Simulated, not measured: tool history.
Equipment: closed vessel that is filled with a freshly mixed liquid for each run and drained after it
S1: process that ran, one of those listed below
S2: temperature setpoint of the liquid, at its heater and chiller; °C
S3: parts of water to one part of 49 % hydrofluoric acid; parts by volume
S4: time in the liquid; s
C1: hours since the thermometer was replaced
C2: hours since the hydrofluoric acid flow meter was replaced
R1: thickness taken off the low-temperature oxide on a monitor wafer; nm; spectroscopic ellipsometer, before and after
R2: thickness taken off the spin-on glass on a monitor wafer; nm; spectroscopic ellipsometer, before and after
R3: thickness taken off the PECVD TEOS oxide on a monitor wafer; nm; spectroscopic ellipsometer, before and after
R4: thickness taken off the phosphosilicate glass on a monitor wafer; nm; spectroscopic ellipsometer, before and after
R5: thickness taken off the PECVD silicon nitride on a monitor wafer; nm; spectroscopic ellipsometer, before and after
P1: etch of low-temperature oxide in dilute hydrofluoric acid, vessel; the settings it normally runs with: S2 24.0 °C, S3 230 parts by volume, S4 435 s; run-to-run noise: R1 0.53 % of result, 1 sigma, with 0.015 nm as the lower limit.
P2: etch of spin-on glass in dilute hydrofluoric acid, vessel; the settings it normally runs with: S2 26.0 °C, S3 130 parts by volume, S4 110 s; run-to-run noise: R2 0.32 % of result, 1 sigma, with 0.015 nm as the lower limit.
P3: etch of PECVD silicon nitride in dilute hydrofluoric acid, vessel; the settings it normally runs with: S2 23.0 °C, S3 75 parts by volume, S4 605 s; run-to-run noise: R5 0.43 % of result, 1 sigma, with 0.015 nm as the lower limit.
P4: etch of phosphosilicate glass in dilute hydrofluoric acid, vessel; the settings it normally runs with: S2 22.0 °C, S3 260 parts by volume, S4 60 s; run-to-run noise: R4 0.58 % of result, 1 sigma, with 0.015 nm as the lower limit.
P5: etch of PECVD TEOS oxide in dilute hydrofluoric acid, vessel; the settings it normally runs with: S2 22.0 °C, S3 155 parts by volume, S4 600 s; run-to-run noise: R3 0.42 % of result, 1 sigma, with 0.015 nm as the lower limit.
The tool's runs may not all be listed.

run	hour	S1	S2	S3	S4	C1	C2	R1	R2	R3	R4	R5
1	5.5	P1	24.0	230	435	1618.5	271.1	19.4110				
2	10.8	P1	24.0	230	435	1623.8	276.4	19.6250				
3	17.8	P1	24.0	230	135	1630.8	283.4	6.0378				
4	22.6	P2	26.0	190	110	1635.6	288.2		25.584			
5	28.5	P2	29.5	130	110	1641.5	294.1		45.459			
6	35.2	P5	17.0	155	600	1648.2	300.8			30.759		
7	45.0	P1	24.0	230	435	1658.0	310.6	19.4600				
8	54.4	P4	22.0	260	60	1667.4	320.0				11.0120	
9	61.0	P5	22.0	155	600	1674.0	326.6			37.658		
10	68.4	P2	26.0	130	110	1681.4	334.0		40.007			
11	75.2	P1	24.0	395	435	1688.2	340.8	9.7390				
12	85.1	P3	23.0	75	1140	1698.1	350.7					61.978
13	92.9	P1	24.0	230	435	1705.9	358.5	19.5580				
14	99.9	P1	24.0	55	435	1712.9	365.5	100.2300				
15	110.3	P4	22.0	260	95	1723.3	375.9				17.5040	
16	119.8	P5	22.0	155	600	1732.8	385.4			37.279		
17	129.4	P5	22.0	40	600	1742.4	395.0			167.510		
18	137.4	P3	23.0	45	605	1750.4	403.0					54.439
19	144.1	P1	17.0	230	435	1757.1	409.7	14.9980				
20	152.5	P1	24.0	230	435	1765.5	418.1	19.4880				
21	160.2	P4	22.0	260	60	1773.2	425.8				11.0560	
22	168.0	P4	22.0	55	60	1781.0	433.6				65.1020	
23	172.9	P3	17.5	75	605	1785.9	438.5					22.547
24	177.6	P4	17.0	260	60	1790.6	443.2				9.1716	
25	184.1	P3	23.0	75	605	1797.1	449.7					32.744
26	193.4	P1	24.0	230	760	1806.4	459.0	34.4040				
27	199.5	P1	31.0	230	435	1812.5	465.1	25.0370				
28	209.3	P1	24.0	325	745	1822.3	474.9	21.4650				
29	216.3	P2	26.0	130	40	1829.3	481.9		14.537			
30	223.6	P5	22.0	155	895	1836.6	489.2			56.434		
31	230.3	P1	24.0	230	435	1843.3	495.9	19.5090				
32	239.2	P1	24.0	230	435	1852.2	504.8	20.0940				
33	247.3	P1	24.0	230	435	1860.3	512.9	20.2200				
34	251.9	P1	24.0	230	435	1864.9	517.5	20.2460				
35	260.7	P1	24.0	230	435	1873.7	526.3	20.5820				
36	265.8	P1	24.0	230	435	1878.8	531.4	20.6030				
37	274.4	P1	24.0	230	435	1887.4	540.0	20.5560				
38	283.0	P1	24.0	230	435	1896.0	548.6	20.6570				
39	287.9	P1	24.0	230	435	1900.9	553.5	20.7470				
40	295.1	P1	24.0	230	435	1908.1	560.7	20.6630				

Compared with where it was, what P1 gives has crept away. Each cause listed below fits the log as well as the rest, at the size given for it:
A: liquid hotter than its thermometer reads (K) = 1.6
B: hydrofluoric acid flow above the setpoint (%) = 4.73
The creep began at about hour 230.3.

The check runs listed below each take one wafer, and their results are still question marks. Under which run would the listed causes lead to clearly different results?
check 1	302.3	P3	23.0	75	605							?
check 2	302.3	P5	22.0	155	600					?		
check 3	302.3	P2	26.0	130	110				?			
check 4	302.3	P4	22.0	260	60						?	

Check results expected under each cause:
check	result	if A	if B
check 1	R5	36.525	34.351
check 2	R3	40.072	39.758
check 3	R2	42.528	42.236
check 4	R4	11.6810	11.6790
Distance between the nearest two causes, measured in the result of the check that separates them most: check 1 6.14 %; check 2 0.79 %; check 3 0.69 %; check 4 0.01 %
Check 1 distinguishes between the causes, while the remaining checks would return nearly the same result for all of them.

Then check 1 was run and gave: R5 34.503 nm. Which cause is it?

It is B: hydrofluoric acid flow above the setpoint (%).
